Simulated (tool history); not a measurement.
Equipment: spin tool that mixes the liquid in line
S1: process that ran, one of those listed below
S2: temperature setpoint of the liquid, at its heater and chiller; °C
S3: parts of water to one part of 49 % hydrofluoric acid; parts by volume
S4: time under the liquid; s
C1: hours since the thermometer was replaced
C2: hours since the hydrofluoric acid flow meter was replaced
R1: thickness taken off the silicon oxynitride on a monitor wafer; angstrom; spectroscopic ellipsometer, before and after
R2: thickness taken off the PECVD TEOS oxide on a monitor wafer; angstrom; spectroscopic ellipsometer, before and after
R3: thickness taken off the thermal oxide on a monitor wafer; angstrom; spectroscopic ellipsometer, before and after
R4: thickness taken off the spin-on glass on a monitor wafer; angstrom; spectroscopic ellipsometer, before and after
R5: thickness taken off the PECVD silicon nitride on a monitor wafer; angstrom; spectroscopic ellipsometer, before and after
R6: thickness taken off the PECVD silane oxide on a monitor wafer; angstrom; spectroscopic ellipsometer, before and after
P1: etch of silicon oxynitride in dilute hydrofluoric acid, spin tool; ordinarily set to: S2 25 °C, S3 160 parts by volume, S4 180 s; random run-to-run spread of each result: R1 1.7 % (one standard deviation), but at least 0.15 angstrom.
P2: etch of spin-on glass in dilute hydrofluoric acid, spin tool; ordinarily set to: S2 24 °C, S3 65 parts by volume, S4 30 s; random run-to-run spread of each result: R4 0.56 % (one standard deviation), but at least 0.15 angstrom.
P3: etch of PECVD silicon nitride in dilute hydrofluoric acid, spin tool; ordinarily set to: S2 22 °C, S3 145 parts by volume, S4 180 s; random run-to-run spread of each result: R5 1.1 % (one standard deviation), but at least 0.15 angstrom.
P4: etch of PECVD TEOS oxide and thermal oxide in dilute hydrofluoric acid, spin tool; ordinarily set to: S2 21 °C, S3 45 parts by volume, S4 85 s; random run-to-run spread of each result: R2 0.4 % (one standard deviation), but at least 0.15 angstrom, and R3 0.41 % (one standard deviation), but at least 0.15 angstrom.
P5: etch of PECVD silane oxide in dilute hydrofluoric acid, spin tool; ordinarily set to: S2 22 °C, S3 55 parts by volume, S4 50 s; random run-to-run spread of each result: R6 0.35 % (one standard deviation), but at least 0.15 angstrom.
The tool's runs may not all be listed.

run 1 hour=5.2 | S1=P1 S2=25 S3=160 S4=180 | C1=348 C2=728.8 | R1=16.241
run 2 hour=15.3 | S1=P1 S2=25 S3=160 S4=65 | C1=358.1 C2=738.9 | R1=5.7881
run 3 hour=21.2 | S1=P4 S2=21 S3=45 S4=140 | C1=364 C2=744.8 | R2=338.03 R3=141.19
run 4 hour=32.4 | S1=P1 S2=25 S3=290 S4=180 | C1=375.2 C2=756 | R1=8.2648
run 5 hour=38.6 | S1=P2 S2=24 S3=65 S4=60 | C1=381.4 C2=762.2 | R4=671.33
run 6 hour=46.8 | S1=P3 S2=22 S3=40 S4=180 | C1=389.6 C2=770.4 | R5=73.593
-- hour=50.6 hydrofluoric acid flow meter replaced
run 7 hour=52.8 | S1=P1 S2=25 S3=160 S4=180 | C1=395.6 C2=2.3 | R1=16.467
run 8 hour=60.3 | S1=P1 S2=17.5 S3=160 S4=180 | C1=403.1 C2=9.8 | R1=11.809
run 9 hour=71.5 | S1=P1 S2=25 S3=60 S4=60 | C1=414.3 C2=21 | R1=16.431
run 10 hour=81.4 | S1=P5 S2=22 S3=55 S4=95 | C1=424.2 C2=30.9 | R6=361.17
run 11 hour=87.8 | S1=P4 S2=21 S3=75 S4=85 | C1=430.6 C2=37.3 | R2=119.87 R3=48.791
run 12 hour=95.2 | S1=P5 S2=22 S3=20 S4=50 | C1=438 C2=44.7 | R6=547.35
run 13 hour=100.2 | S1=P5 S2=29 S3=55 S4=50 | C1=443 C2=49.7 | R6=252.46
run 14 hour=110.4 | S1=P4 S2=28 S3=45 S4=85 | C1=453.2 C2=59.9 | R2=273.06 R3=113.39
run 15 hour=116.6 | S1=P3 S2=22 S3=145 S4=355 | C1=459.4 C2=66.1 | R5=42.498
run 16 hour=121.6 | S1=P1 S2=30 S3=160 S4=180 | C1=464.4 C2=71.1 | R1=20.883
run 17 hour=128.9 | S1=P1 S2=25 S3=160 S4=180 | C1=471.7 C2=78.4 | R1=16.62
run 18 hour=135.1 | S1=P2 S2=24 S3=105 S4=30 | C1=477.9 C2=84.6 | R4=196.38
run 19 hour=140.3 | S1=P3 S2=26.5 S3=145 S4=180 | C1=483.1 C2=89.8 | R5=28.836
run 20 hour=150.4 | S1=P2 S2=24 S3=65 S4=30 | C1=493.2 C2=99.9 | R4=336.36
run 21 hour=156.4 | S1=P2 S2=19 S3=65 S4=30 | C1=499.2 C2=105.9 | R4=275.68
run 22 hour=164.8 | S1=P5 S2=22 S3=55 S4=50 | C1=507.6 C2=114.3 | R6=190.18
run 23 hour=173.9 | S1=P2 S2=24 S3=65 S4=30 | C1=516.7 C2=123.4 | R4=337.5
run 24 hour=183.4 | S1=P4 S2=21 S3=45 S4=85 | C1=526.2 C2=132.9 | R2=205.22 R3=85.993
run 25 hour=191.9 | S1=P1 S2=25 S3=75 S4=180 | C1=534.7 C2=141.4 | R1=37.572
run 26 hour=201.3 | S1=P3 S2=22 S3=145 S4=180 | C1=544.1 C2=150.8 | R5=20.668
run 27 hour=210 | S1=P1 S2=25 S3=160 S4=275 | C1=552.8 C2=159.5 | R1=24.83
run 28 hour=215.2 | S1=P1 S2=25 S3=160 S4=180 | C1=558 C2=164.7 | R1=16.403
run 29 hour=224.7 | S1=P1 S2=25 S3=160 S4=180 | C1=567.5 C2=174.2 | R1=16.252
run 30 hour=233.4 | S1=P1 S2=25 S3=160 S4=180 | C1=576.2 C2=182.9 | R1=15.767
run 31 hour=241.6 | S1=P1 S2=25 S3=160 S4=180 | C1=584.4 C2=191.1 | R1=15.088
run 32 hour=246.5 | S1=P1 S2=25 S3=160 S4=180 | C1=589.3 C2=196 | R1=15.628
run 33 hour=254 | S1=P1 S2=25 S3=160 S4=180 | C1=596.8 C2=203.5 | R1=15.558
run 34 hour=259.2 | S1=P1 S2=25 S3=160 S4=180 | C1=602 C2=208.7 | R1=15.329
run 35 hour=267.4 | S1=P1 S2=25 S3=160 S4=180 | C1=610.2 C2=216.9 | R1=15.324
run 36 hour=276 | S1=P1 S2=25 S3=160 S4=180 | C1=618.8 C2=225.5 | R1=15.292
run 37 hour=287.2 | S1=P1 S2=25 S3=160 S4=180 | C1=630 C2=236.7 | R1=14.84
run 38 hour=296.8 | S1=P1 S2=25 S3=160 S4=180 | C1=639.6 C2=246.3 | R1=15.154
run 39 hour=304.3 | S1=P1 S2=25 S3=160 S4=180 | C1=647.1 C2=253.8 | R1=14.766

Something has made what P1 gives creep away from where it was; the 2 causes below, each at its own stated size, fit the log equally well:
A: hydrofluoric acid flow below the setpoint (%) = 8.14
B: liquid colder than its thermometer reads (K) = 2.12
The onset of the drift is placed at about hour 224.7.

Below are 4 check runs, each averaged over 2 wafers, with their results shown as question marks. Which of them would give clearly different results depending on which cause is behind the drift?
run check 1 hour=311.8 | S1=P2 S2=20.5 S3=105 S4=30 | R4=?
run check 2 hour=311.8 | S1=P5 S2=27.5 S3=30 S4=50 | R6=?
run check 3 hour=311.8 | S1=P3 S2=22 S3=85 S4=180 | R5=?
run check 4 hour=311.8 | S1=P4 S2=27 S3=45 S4=130 | R2=? R3=?

What each check would give under each cause:
check=check_1 result=R4 if_A=156.3 if_B=157.55
check=check_2 result=R6 if_A=414.68 if_B=415.41
check=check_3 result=R5 if_A=32.664 if_B=30.736
check=check_4 result=R2 if_A=368.8 if_B=370.43
check=check_4 result=R3 if_A=153.01 if_B=153.68
Gap, in per cent, between the two causes that each check separates least, read from the result that separates them most: check 1 0.8 %; check 2 0.18 %; check 3 6.08 %; check 4 0.44 %
Check 3 distinguishes between the causes, while the remaining checks would return nearly the same result for all of them.

With check 3 done, the readings were: R5 30.605 angstrom. Identify which of the listed causes applies.

Of the candidate causes, it is B: liquid colder than its thermometer reads (K).

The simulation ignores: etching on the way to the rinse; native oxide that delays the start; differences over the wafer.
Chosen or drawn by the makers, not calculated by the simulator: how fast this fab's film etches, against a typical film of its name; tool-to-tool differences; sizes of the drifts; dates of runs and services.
